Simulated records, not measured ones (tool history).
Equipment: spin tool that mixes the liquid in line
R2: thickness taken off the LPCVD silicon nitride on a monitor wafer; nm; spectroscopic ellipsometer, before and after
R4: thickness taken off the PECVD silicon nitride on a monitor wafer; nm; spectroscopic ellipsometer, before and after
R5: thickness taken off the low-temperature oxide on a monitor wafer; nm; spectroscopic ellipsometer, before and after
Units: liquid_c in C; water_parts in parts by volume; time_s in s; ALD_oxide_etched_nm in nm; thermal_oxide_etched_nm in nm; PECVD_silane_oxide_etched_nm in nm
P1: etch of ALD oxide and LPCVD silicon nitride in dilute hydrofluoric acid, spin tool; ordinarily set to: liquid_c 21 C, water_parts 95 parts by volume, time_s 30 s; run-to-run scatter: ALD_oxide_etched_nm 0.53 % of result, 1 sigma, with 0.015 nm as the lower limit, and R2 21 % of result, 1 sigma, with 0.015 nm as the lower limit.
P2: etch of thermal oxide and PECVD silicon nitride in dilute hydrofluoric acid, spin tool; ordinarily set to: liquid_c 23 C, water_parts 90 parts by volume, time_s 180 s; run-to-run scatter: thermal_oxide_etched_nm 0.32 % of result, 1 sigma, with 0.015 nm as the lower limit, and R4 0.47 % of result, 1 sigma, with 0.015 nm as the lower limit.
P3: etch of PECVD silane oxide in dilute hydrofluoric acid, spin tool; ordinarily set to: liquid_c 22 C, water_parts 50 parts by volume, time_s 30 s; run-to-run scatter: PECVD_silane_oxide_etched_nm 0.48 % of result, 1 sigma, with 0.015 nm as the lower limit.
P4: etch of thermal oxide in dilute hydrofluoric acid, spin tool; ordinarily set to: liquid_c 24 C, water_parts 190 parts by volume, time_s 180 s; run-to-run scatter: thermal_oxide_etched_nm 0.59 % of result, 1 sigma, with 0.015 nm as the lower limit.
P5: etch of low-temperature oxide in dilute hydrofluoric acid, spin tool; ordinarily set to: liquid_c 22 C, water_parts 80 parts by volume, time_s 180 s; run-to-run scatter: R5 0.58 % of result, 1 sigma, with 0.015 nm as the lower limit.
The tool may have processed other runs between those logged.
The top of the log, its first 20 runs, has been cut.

{"run": 21, "hour": 251.4, "process": "P4", "liquid_c": 24, "water_parts": 190, "time_s": 180, "thermal_oxide_etched_nm": 4.2188}
{"run": 22, "hour": 264.6, "process": "P3", "liquid_c": 25.5, "water_parts": 50, "time_s": 30, "PECVD_silane_oxide_etched_nm": 30.197}
{"run": 23, "hour": 273.1, "process": "P3", "liquid_c": 22, "water_parts": 50, "time_s": 30, "PECVD_silane_oxide_etched_nm": 25.974}
{"run": 24, "hour": 284.4, "process": "P1", "liquid_c": 21, "water_parts": 95, "time_s": 30, "ALD_oxide_etched_nm": 4.6256, "R2": 0.13494}
{"run": 25, "hour": 297.9, "process": "P5", "liquid_c": 22, "water_parts": 145, "time_s": 180, "R5": 12.362}
{"run": 26, "hour": 309.0, "process": "P1", "liquid_c": 21, "water_parts": 95, "time_s": 15, "ALD_oxide_etched_nm": 2.3288, "R2": 0.065899}
{"run": 27, "hour": 320.6, "process": "P4", "liquid_c": 30.5, "water_parts": 190, "time_s": 180, "thermal_oxide_etched_nm": 5.2494}
{"run": 28, "hour": 334.6, "process": "P1", "liquid_c": 21, "water_parts": 20, "time_s": 30, "ALD_oxide_etched_nm": 24.059, "R2": 0.5316}
{"run": 29, "hour": 346.4, "process": "P1", "liquid_c": 21, "water_parts": 95, "time_s": 30, "ALD_oxide_etched_nm": 4.679, "R2": 0.10383}
{"run": 30, "hour": 355.7, "process": "P2", "liquid_c": 23, "water_parts": 90, "time_s": 180, "thermal_oxide_etched_nm": 9.6017, "R4": 6.5289}
{"run": 31, "hour": 371.0, "process": "P5", "liquid_c": 18.5, "water_parts": 80, "time_s": 180, "R5": 20.649}
{"run": 32, "hour": 386.5, "process": "P1", "liquid_c": 21, "water_parts": 175, "time_s": 45, "ALD_oxide_etched_nm": 3.4611, "R2": 0.089514}
{"run": 33, "hour": 396.8, "process": "P1", "liquid_c": 17, "water_parts": 95, "time_s": 30, "ALD_oxide_etched_nm": 3.9521, "R2": 0.08251}
{"run": 34, "hour": 410.4, "process": "P1", "liquid_c": 24.5, "water_parts": 95, "time_s": 15, "ALD_oxide_etched_nm": 2.6559, "R2": 0.072238}
{"run": 35, "hour": 422.5, "process": "P1", "liquid_c": 21, "water_parts": 95, "time_s": 30, "ALD_oxide_etched_nm": 4.6548, "R2": 0.070177}
{"run": 36, "hour": 433.1, "process": "P1", "liquid_c": 21, "water_parts": 95, "time_s": 30, "ALD_oxide_etched_nm": 4.5572, "R2": 0.079447}
{"run": 37, "hour": 447.1, "process": "P1", "liquid_c": 21, "water_parts": 95, "time_s": 30, "ALD_oxide_etched_nm": 4.3882, "R2": 0.16318}
{"run": 38, "hour": 458.0, "process": "P1", "liquid_c": 21, "water_parts": 95, "time_s": 30, "ALD_oxide_etched_nm": 4.3921, "R2": 0.12496}
{"run": 39, "hour": 469.3, "process": "P1", "liquid_c": 21, "water_parts": 95, "time_s": 30, "ALD_oxide_etched_nm": 4.3659, "R2": 0.13213}
{"run": 40, "hour": 483.4, "process": "P1", "liquid_c": 21, "water_parts": 95, "time_s": 30, "ALD_oxide_etched_nm": 4.308, "R2": 0.13126}
{"run": 41, "hour": 492.3, "process": "P1", "liquid_c": 21, "water_parts": 95, "time_s": 30, "ALD_oxide_etched_nm": 4.3448, "R2": 0.11922}

For run 42, what comes out?
{"run": 42, "hour": 506.0, "process": "P1", "liquid_c": 21, "water_parts": 95, "time_s": 30, "ALD_oxide_etched_nm": "?", "R2": "?"}

ALD_oxide_etched_nm: 4.2628 nm
R2: 0.17983 nm
